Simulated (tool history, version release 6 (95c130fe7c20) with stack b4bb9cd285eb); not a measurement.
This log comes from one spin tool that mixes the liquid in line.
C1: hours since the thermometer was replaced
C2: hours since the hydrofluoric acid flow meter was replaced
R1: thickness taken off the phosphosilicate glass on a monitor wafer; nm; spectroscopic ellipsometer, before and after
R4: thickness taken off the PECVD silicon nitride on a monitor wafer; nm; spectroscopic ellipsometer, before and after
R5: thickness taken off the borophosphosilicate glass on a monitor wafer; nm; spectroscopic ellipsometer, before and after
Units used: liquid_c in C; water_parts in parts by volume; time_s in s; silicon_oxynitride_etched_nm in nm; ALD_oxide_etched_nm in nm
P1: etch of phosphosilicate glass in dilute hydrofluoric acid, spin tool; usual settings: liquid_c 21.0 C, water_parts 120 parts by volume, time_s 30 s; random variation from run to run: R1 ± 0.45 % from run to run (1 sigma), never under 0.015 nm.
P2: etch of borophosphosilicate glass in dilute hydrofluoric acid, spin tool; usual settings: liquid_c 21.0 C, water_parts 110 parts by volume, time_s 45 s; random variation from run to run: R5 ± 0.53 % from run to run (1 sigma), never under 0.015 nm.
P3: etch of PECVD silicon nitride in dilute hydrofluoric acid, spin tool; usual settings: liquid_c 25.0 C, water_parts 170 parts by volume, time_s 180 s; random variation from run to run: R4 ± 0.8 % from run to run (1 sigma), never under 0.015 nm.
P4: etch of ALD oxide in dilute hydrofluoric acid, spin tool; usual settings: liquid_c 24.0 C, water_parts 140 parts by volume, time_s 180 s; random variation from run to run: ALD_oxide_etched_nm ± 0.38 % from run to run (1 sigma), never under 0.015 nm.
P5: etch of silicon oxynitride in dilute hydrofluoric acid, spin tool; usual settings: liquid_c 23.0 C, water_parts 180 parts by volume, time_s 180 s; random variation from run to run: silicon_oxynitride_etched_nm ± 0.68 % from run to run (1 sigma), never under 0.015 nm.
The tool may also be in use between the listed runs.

run 1 hour=11.3 | process=P1 liquid_c=21.0 water_parts=120 time_s=30 | C1=1426.8 C2=1516.2 | R1=17.2760
run 2 hour=19.8 | process=P5 liquid_c=23.0 water_parts=180 time_s=180 | C1=1435.3 C2=1524.7 | silicon_oxynitride_etched_nm=3.2708
run 3 hour=30.6 | process=P4 liquid_c=24.0 water_parts=140 time_s=30 | C1=1446.1 C2=1535.5 | ALD_oxide_etched_nm=1.9619
run 4 hour=38.3 | process=P3 liquid_c=25.0 water_parts=170 time_s=180 | C1=1453.8 C2=1543.2 | R4=3.2223
run 5 hour=47.9 | process=P4 liquid_c=24.0 water_parts=195 time_s=180 | C1=1463.4 C2=1552.8 | ALD_oxide_etched_nm=7.9717
run 6 hour=54.9 | process=P1 liquid_c=21.0 water_parts=30 time_s=30 | C1=1470.4 C2=1559.8 | R1=77.4880
run 7 hour=62.4 | process=P3 liquid_c=25.0 water_parts=170 time_s=340 | C1=1477.9 C2=1567.3 | R4=6.1152
run 8 hour=70.1 | process=P3 liquid_c=32.5 water_parts=170 time_s=180 | C1=1485.6 C2=1575.0 | R4=5.1528
run 9 hour=85.1 | process=P5 liquid_c=23.0 water_parts=280 time_s=180 | C1=1500.6 C2=1590.0 | silicon_oxynitride_etched_nm=1.9302
run 10 hour=96.4 | process=P1 liquid_c=17.0 water_parts=25 time_s=30 | C1=1511.9 C2=1601.3 | R1=78.2740
run 11 hour=107.5 | process=P5 liquid_c=23.0 water_parts=180 time_s=35 | C1=1523.0 C2=1612.4 | silicon_oxynitride_etched_nm=0.5859
run 12 hour=120.3 | process=P4 liquid_c=29.0 water_parts=140 time_s=180 | C1=1535.8 C2=1625.2 | ALD_oxide_etched_nm=14.1550
run 13 hour=129.6 | process=P1 liquid_c=21.0 water_parts=120 time_s=55 | C1=1545.1 C2=1634.5 | R1=31.7830
run 14 hour=137.0 | process=P5 liquid_c=23.0 water_parts=180 time_s=180 | C1=1552.5 C2=1641.9 | silicon_oxynitride_etched_nm=3.1772
run 15 hour=145.7 | process=P1 liquid_c=21.0 water_parts=120 time_s=30 | C1=1561.2 C2=1650.6 | R1=17.3570
run 16 hour=159.7 | process=P1 liquid_c=25.5 water_parts=120 time_s=30 | C1=1575.2 C2=1664.6 | R1=20.8660
run 17 hour=168.5 | process=P1 liquid_c=21.0 water_parts=120 time_s=30 | C1=1584.0 C2=1673.4 | R1=17.3370
run 18 hour=179.3 | process=P2 liquid_c=21.0 water_parts=30 time_s=45 | C1=1594.8 C2=1684.2 | R5=103.010
run 19 hour=192.4 | process=P4 liquid_c=24.0 water_parts=140 time_s=180 | C1=1607.9 C2=1697.3 | ALD_oxide_etched_nm=11.7430
run 20 hour=204.7 | process=P1 liquid_c=17.0 water_parts=120 time_s=30 | C1=1620.2 C2=1709.6 | R1=14.8190
run 21 hour=212.5 | process=P2 liquid_c=21.0 water_parts=110 time_s=45 | C1=1628.0 C2=1717.4 | R5=25.643
run 22 hour=226.8 | process=P2 liquid_c=26.0 water_parts=110 time_s=45 | C1=1642.3 C2=1731.7 | R5=31.373
run 23 hour=237.8 | process=P4 liquid_c=24.0 water_parts=140 time_s=180 | C1=1653.3 C2=1742.7 | ALD_oxide_etched_nm=11.7350
run 24 hour=245.7 | process=P1 liquid_c=21.0 water_parts=120 time_s=15 | C1=1661.2 C2=1750.6 | R1=8.7278

Run 25, settings as shown, results not yet in. Your forecast:
run 25 hour=253.9 | process=P1 liquid_c=21.0 water_parts=180 time_s=30 | C1=1669.4 C2=1758.8 | R1=?

R1: 10.9000 nm
